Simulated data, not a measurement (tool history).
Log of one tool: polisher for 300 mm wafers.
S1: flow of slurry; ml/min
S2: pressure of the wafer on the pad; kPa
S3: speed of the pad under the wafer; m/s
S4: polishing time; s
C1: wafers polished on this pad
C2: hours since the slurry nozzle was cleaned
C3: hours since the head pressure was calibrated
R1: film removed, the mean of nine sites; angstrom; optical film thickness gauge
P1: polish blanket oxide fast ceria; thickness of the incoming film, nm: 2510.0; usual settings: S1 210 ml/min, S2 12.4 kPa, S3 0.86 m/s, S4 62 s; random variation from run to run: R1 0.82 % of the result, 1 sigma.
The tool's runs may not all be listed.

run	day	S1	S2	S3	S4	C1	C2	C3	R1
1	0.15	210	12.4	0.86	62	519	51.5	170.2	4535.3
2	0.321	210	9	1.2	62	566	55.6	174.3	4567.6
3	0.467	210	16.5	0.86	95	607	59.1	177.8	9044
4	0.725	210	12.4	1.1	62	679	65.3	184	5735.4
5	0.992	210	12.4	0.86	62	753	71.7	190.4	4444.8
6	1.238	125	12.4	0.86	62	821	77.6	196.3	4141.1
7	1.446	210	12.4	0.86	62	879	82.6	201.3	4500.7
8	1.558	315	12.4	0.86	62	910	85.3	204	4644.1
9	1.767	210	12.4	0.86	86	968	90.3	209	6152.7
10	1.954	210	17.9	0.86	62	1021	94.8	213.5	6440.3
11	2.121	210	12.4	0.48	62	1067	98.8	217.5	2468.8
# day 2.221: head pressure recalibrated
12	2.25	210	12.4	0.86	62	1103	101.9	0.7	4554
13	2.371	210	12.4	0.86	31	1136	104.8	3.6	2228.9
14	2.554	210	6.2	0.86	62	1187	109.2	8	2242.8
15	2.817	210	9.7	0.86	85	1260	115.5	14.3	4818.9

Forecast run 16:
16	3.038	210	12.4	0.86	62	1322	120.8	19.6	?

Run 16 gave R1 4448.2 angstrom.
